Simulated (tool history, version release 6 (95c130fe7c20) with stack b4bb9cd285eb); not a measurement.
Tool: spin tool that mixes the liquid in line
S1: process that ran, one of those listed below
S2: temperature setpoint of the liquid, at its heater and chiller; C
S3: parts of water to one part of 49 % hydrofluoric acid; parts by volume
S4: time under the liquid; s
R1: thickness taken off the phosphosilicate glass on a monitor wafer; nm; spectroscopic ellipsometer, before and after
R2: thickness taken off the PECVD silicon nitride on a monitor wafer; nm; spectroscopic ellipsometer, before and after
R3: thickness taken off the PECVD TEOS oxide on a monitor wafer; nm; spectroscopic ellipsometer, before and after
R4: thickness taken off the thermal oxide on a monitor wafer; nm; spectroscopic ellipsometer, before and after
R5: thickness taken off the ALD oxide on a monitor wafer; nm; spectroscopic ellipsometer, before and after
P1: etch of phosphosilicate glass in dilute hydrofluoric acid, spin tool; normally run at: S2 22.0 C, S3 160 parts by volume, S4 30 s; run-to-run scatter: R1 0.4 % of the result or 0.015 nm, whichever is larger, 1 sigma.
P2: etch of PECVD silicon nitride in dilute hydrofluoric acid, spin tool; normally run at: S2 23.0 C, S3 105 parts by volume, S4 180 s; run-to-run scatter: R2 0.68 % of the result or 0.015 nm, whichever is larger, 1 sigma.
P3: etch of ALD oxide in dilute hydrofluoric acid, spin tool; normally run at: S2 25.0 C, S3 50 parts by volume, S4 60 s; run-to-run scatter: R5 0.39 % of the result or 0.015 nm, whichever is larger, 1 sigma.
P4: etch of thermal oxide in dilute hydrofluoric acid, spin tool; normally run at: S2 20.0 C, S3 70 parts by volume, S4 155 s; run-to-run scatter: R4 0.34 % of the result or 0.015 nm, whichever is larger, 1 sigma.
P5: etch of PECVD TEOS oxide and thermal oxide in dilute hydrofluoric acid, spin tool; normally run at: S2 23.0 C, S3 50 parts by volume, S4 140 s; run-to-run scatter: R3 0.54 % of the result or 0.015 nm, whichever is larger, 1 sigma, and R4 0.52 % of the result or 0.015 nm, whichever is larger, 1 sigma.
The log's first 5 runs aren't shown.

{"run": 6, "hour": 47.6, "S1": "P5", "S2": 23.0, "S3": 50, "S4": 40, "R3": 8.5986, "R4": 3.8729}
{"run": 7, "hour": 55.2, "S1": "P4", "S2": 20.0, "S3": 110, "S4": 155, "R4": 5.6702}
{"run": 8, "hour": 60.3, "S1": "P1", "S2": 22.0, "S3": 160, "S4": 60, "R1": 53.744}
{"run": 9, "hour": 69.5, "S1": "P3", "S2": 25.0, "S3": 50, "S4": 15, "R5": 3.5628}
{"run": 10, "hour": 80.2, "S1": "P1", "S2": 22.0, "S3": 60, "S4": 30, "R1": 80.814}
{"run": 11, "hour": 86.9, "S1": "P4", "S2": 20.0, "S3": 70, "S4": 305, "R4": 18.225}
{"run": 12, "hour": 95.8, "S1": "P3", "S2": 25.0, "S3": 50, "S4": 60, "R5": 14.121}
{"run": 13, "hour": 100.8, "S1": "P1", "S2": 22.0, "S3": 160, "S4": 15, "R1": 13.459}
{"run": 14, "hour": 106.6, "S1": "P1", "S2": 22.0, "S3": 160, "S4": 30, "R1": 26.925}
{"run": 15, "hour": 114.6, "S1": "P1", "S2": 26.0, "S3": 160, "S4": 30, "R1": 31.421}
{"run": 16, "hour": 120.3, "S1": "P1", "S2": 22.0, "S3": 260, "S4": 30, "R1": 14.959}
{"run": 17, "hour": 127.0, "S1": "P3", "S2": 25.0, "S3": 90, "S4": 60, "R5": 7.4889}
{"run": 18, "hour": 135.3, "S1": "P5", "S2": 23.0, "S3": 50, "S4": 140, "R3": 30.22, "R4": 13.449}
{"run": 19, "hour": 142.5, "S1": "P1", "S2": 22.0, "S3": 160, "S4": 30, "R1": 27.102}
{"run": 20, "hour": 153.1, "S1": "P1", "S2": 22.0, "S3": 160, "S4": 30, "R1": 26.871}
{"run": 21, "hour": 162.2, "S1": "P3", "S2": 25.0, "S3": 50, "S4": 60, "R5": 14.127}
{"run": 22, "hour": 170.3, "S1": "P4", "S2": 20.0, "S3": 70, "S4": 155, "R4": 9.2444}
{"run": 23, "hour": 180.4, "S1": "P4", "S2": 28.0, "S3": 70, "S4": 155, "R4": 12.852}
{"run": 24, "hour": 190.9, "S1": "P2", "S2": 23.0, "S3": 55, "S4": 180, "R2": 6.7153}
{"run": 25, "hour": 201.2, "S1": "P1", "S2": 22.0, "S3": 160, "S4": 30, "R1": 26.74}
{"run": 26, "hour": 211.6, "S1": "P2", "S2": 30.5, "S3": 105, "S4": 180, "R2": 5.8677}
{"run": 27, "hour": 221.1, "S1": "P1", "S2": 29.5, "S3": 60, "S4": 30, "R1": 109.68}

The next listed run, before its measurement:
{"run": 28, "hour": 230.5, "S1": "P5", "S2": 27.0, "S3": 50, "S4": 140, "R3": "?", "R4": "?"}

Run 28 gave R3 34.8830 nm, R4 15.9720 nm.
